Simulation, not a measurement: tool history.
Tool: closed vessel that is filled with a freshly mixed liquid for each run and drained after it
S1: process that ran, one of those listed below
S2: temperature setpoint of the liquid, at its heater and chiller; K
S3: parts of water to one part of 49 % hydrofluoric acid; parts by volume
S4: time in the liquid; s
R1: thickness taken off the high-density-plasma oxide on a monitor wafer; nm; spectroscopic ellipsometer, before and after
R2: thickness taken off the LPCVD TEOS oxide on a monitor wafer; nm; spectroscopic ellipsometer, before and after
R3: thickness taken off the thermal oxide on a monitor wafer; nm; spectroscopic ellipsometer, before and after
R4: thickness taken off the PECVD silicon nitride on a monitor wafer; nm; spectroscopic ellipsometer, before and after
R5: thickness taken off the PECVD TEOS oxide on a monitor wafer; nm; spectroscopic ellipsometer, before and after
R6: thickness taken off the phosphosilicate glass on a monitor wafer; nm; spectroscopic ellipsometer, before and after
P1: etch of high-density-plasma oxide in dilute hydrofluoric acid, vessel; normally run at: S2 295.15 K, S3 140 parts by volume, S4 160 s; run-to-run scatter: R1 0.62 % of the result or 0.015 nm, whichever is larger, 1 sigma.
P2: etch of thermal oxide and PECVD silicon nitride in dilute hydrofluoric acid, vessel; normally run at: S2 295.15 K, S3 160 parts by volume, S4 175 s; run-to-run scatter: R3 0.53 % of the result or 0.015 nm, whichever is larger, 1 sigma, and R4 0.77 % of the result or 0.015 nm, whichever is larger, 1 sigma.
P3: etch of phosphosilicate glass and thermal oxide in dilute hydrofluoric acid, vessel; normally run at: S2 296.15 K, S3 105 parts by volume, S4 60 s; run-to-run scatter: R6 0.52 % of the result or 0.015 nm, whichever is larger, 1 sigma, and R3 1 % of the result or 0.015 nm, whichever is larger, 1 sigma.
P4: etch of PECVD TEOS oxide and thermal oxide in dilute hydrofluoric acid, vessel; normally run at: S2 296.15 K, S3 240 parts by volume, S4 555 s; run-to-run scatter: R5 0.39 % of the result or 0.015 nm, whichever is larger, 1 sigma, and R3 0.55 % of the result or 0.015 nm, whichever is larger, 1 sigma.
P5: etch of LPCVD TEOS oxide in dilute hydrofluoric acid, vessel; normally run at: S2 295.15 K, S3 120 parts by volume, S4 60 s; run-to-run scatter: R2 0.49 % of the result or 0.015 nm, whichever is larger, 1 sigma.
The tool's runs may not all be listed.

| run | day | S1 | S2 | S3 | S4 | R1 | R2 | R3 | R4 | R5 | R6 |
|---|---|---|---|---|---|---|---|---|---|---|---|
| 1 | 0.254 | P1 | 295.15 | 140 | 160 | 5.3175 |  |  |  |  |  |
| 2 | 0.75 | P1 | 290.15 | 35 | 160 | 19.173 |  |  |  |  |  |
| 3 | 1.083 | P1 | 295.15 | 140 | 30 | 1.0167 |  |  |  |  |  |
| 4 | 1.358 | P5 | 295.15 | 120 | 30 |  | 12.567 |  |  |  |  |
| 5 | 1.654 | P1 | 295.15 | 140 | 265 | 8.7241 |  |  |  |  |  |
| 6 | 1.908 | P1 | 291.15 | 140 | 160 | 4.4553 |  |  |  |  |  |
| 7 | 2.192 | P2 | 295.15 | 160 | 280 |  |  | 6.936 | 5.0593 |  |  |
| 8 | 2.717 | P4 | 296.15 | 240 | 40 |  |  | 0.67419 |  | 2.1308 |  |
| 9 | 3.196 | P5 | 290.15 | 120 | 60 |  | 20.445 |  |  |  |  |
|  | 3.479 | thermometer replaced |
| 10 | 3.746 | P3 | 296.15 | 105 | 30 |  |  | 1.4496 |  |  | 40.784 |
| 11 | 4.238 | P3 | 296.15 | 105 | 60 |  |  | 2.8577 |  |  | 83.867 |
| 12 | 4.783 | P5 | 295.15 | 195 | 60 |  | 14.203 |  |  |  |  |
| 13 | 5.292 | P2 | 295.15 | 160 | 175 |  |  | 4.331 | 3.1334 |  |  |
| 14 | 5.642 | P4 | 296.15 | 100 | 555 |  |  | 26.405 |  | 83.211 |  |
| 15 | 6.021 | P4 | 296.15 | 240 | 555 |  |  | 9.4657 |  | 29.564 |  |
| 16 | 6.454 | P1 | 295.15 | 220 | 160 | 3.0728 |  |  |  |  |  |
| 17 | 6.838 | P1 | 295.15 | 140 | 160 | 5.287 |  |  |  |  |  |
| 18 | 7.154 | P1 | 295.15 | 140 | 160 | 5.3323 |  |  |  |  |  |
| 19 | 7.7 | P3 | 290.15 | 105 | 60 |  |  | 2.2031 |  |  | 65.217 |
| 20 | 8.192 | P5 | 295.15 | 120 | 60 |  | 25.007 |  |  |  |  |
| 21 | 8.671 | P1 | 299.15 | 140 | 160 | 6.1375 |  |  |  |  |  |
| 22 | 9.183 | P1 | 295.15 | 140 | 160 | 5.2831 |  |  |  |  |  |
| 23 | 9.512 | P2 | 301.65 | 160 | 175 |  |  | 5.4407 | 4.704 |  |  |
| 24 | 10.029 | P4 | 296.15 | 240 | 555 |  |  | 9.4418 |  | 29.63 |  |
| 25 | 10.342 | P3 | 296.15 | 30 | 60 |  |  | 10.849 |  |  | 321.12 |
| 26 | 10.796 | P1 | 295.15 | 25 | 160 | 34.212 |  |  |  |  |  |
| 27 | 11.242 | P4 | 302.15 | 240 | 555 |  |  | 11.644 |  | 36.581 |  |
| 28 | 11.55 | P2 | 295.15 | 60 | 175 |  |  | 12.932 | 8.269 |  |  |
| 29 | 12.033 | P2 | 295.15 | 160 | 175 |  |  | 4.3068 | 3.1142 |  |  |
| 30 | 12.288 | P1 | 295.15 | 140 | 160 | 5.3395 |  |  |  |  |  |
| 31 | 12.771 | P1 | 295.15 | 140 | 160 | 5.5273 |  |  |  |  |  |
| 32 | 13.146 | P1 | 295.15 | 140 | 160 | 5.5483 |  |  |  |  |  |
| 33 | 13.496 | P1 | 295.15 | 140 | 160 | 5.5954 |  |  |  |  |  |
| 34 | 13.804 | P1 | 295.15 | 140 | 160 | 5.6893 |  |  |  |  |  |
| 35 | 14.05 | P1 | 295.15 | 140 | 160 | 5.5251 |  |  |  |  |  |
| 36 | 14.479 | P1 | 295.15 | 140 | 160 | 5.638 |  |  |  |  |  |
| 37 | 14.75 | P1 | 295.15 | 140 | 160 | 5.6397 |  |  |  |  |  |

What P1 gives has crept away from where it was. These 2 causes fit the log equally well, each at the size given:
A: liquid hotter than its thermometer reads (K) = 1.81
B: hydrofluoric acid flow above the setpoint (%) = 6.28
The creep began at about day 12.288.

4 check runs are offered, each on 2 wafers whose results are averaged, their results left as question marks. Which one tells the causes apart?
| check 1 | 15.021 | P4 | 296.15 | 120 | 220 |  |  | ? |  | ? |  |
| check 2 | 15.021 | P3 | 290.15 | 105 | 30 |  |  | ? |  |  | ? |
| check 3 | 15.021 | P2 | 298.65 | 160 | 175 |  |  | ? | ? |  |  |
| check 4 | 15.021 | P5 | 295.15 | 190 | 30 |  | ? |  |  |  |  |

What each check would give under each cause:
| check | result | if A | if B |
|---|---|---|---|
| check 1 | R3 | 9.1206 | 9.1065 |
| check 1 | R5 | 28.691 | 28.646 |
| check 2 | R3 | 1.1847 | 1.1749 |
| check 2 | R6 | 34.94 | 34.653 |
| check 3 | R3 | 5.2731 | 5.2993 |
| check 3 | R4 | 4.385 | 4.1577 |
| check 4 | R2 | 7.8075 | 7.8429 |
How far apart the two closest causes lie, in the result that separates them most: check 1 0.15 %; check 2 0.82 %; check 3 5.32 %; check 4 0.45 %
Only check 3 tells the causes apart: in the others they would give nearly the same result.

Check 3 was then run and gave: R3 5.2991 nm; R4 4.4068 nm. Which cause is it?

It is A: liquid hotter than its thermometer reads (K).
